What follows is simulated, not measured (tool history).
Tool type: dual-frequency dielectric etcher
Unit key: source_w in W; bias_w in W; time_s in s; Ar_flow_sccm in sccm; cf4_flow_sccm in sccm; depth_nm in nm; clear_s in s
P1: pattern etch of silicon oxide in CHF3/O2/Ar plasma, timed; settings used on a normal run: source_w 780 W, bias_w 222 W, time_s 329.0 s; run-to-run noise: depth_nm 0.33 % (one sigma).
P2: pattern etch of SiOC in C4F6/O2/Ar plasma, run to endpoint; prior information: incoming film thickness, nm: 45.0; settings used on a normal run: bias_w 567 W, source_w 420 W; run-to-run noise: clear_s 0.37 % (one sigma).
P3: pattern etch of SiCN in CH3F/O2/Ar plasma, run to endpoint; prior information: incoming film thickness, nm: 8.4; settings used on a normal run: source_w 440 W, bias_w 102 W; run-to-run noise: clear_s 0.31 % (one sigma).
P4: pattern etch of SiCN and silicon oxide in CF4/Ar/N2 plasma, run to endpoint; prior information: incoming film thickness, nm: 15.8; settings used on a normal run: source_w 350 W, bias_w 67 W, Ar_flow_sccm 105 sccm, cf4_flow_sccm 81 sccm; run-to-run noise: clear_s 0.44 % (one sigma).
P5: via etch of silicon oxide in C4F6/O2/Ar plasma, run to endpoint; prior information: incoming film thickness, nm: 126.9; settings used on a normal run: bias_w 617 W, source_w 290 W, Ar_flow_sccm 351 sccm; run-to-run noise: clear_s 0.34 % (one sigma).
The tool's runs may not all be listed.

run   hour  process  source_w  bias_w  time_s  Ar_flow_sccm  cf4_flow_sccm  hours since the last wet clean  hours since the last source power generator calibration  hours since the last bias power generator calibration  depth_nm  clear_s
  1    9.2       P1       780     222   329.0                                                        315.1                                                   1474.5                                                  643.1    786.14
  2   17.1       P1       780     222   329.0                                                        323.0                                                   1482.4                                                  651.0    784.69
  3   28.8       P5       290     617                   351                                          334.7                                                   1494.1                                                  662.7             29.666
  4   43.2       P2       420     797                                                                349.1                                                   1508.5                                                  677.1             12.602
      51.4  -- source power generator calibrated
  5   52.2       P1       780     222   407.5                                                        358.1                                                      0.9                                                  686.1    973.23
  6   60.8       P3       590     102                                                                366.7                                                      9.5                                                  694.7             16.646
  7   73.5       P1       780     158   329.0                                                        379.4                                                     22.2                                                  707.4    701.64
      74.2  -- wet clean of the chamber
  8   84.2       P3       440     102                                                                 10.0                                                     32.9                                                  718.1             18.588
  9   97.2       P4       350      67                   105             56                            23.0                                                     45.9                                                  731.1             25.025
 10  111.0       P1      1110     222   329.0                                                         36.8                                                     59.7                                                  744.9    896.50
 11  120.5       P1       780     222   329.0                                                         46.3                                                     69.2                                                  754.4    787.64
 12  130.1       P1       780     222   329.0                                                         55.9                                                     78.8                                                  764.0    784.28
 13  138.6       P4       350      40                   105             81                            64.4                                                     87.3                                                  772.5             27.797
 14  151.3       P5       290     815                   351                                           77.1                                                    100.0                                                  785.2             26.455
 15  162.8       P5       390     617                   351                                           88.6                                                    111.5                                                  796.7             26.555
 16  172.9       P2       550     567                                                                 98.7                                                    121.6                                                  806.8             13.015
 17  182.3       P1       780     262   248.0                                                        108.1                                                    131.0                                                  816.2    627.10
 18  192.3       P3       440     143                                                                118.1                                                    141.0                                                  826.2             16.221
 19  200.7       P1       780     222   329.0                                                        126.5                                                    149.4                                                  834.6    786.03
 20  216.6       P2       420     567                                                                142.4                                                    165.3                                                  850.5             14.323
 21  230.4       P5       290     617                   478                                          156.2                                                    179.1                                                  864.3             30.490
 22  242.6       P4       350      67                   105             81                           168.4                                                    191.3                                                  876.5             23.859
 23  251.7       P1       780     286   329.0                                                        177.5                                                    200.4                                                  885.6    860.78
     260.1  -- bias power generator calibrated
 24  267.0       P1       990     222   415.0                                                        192.8                                                    215.7                                                    7.0   1086.40
 25  275.9       P1       780     222   329.0                                                        201.7                                                    224.6                                                   15.9    787.42
 26  285.2       P1       540     222   329.0                                                        211.0                                                    233.9                                                   25.2    679.84
 27  298.5       P1       780     222   181.0                                                        224.3                                                    247.2                                                   38.5    430.01
 28  314.1       P2       420     567                                                                239.9                                                    262.8                                                   54.1             14.299

Run 29 has not been measured yet. What should we expect?
 29  330.9       P1       780     222   329.0                                                        256.7                                                    279.6                                                   70.9         ?

{"run 29": {"depth_nm": 784.06}}
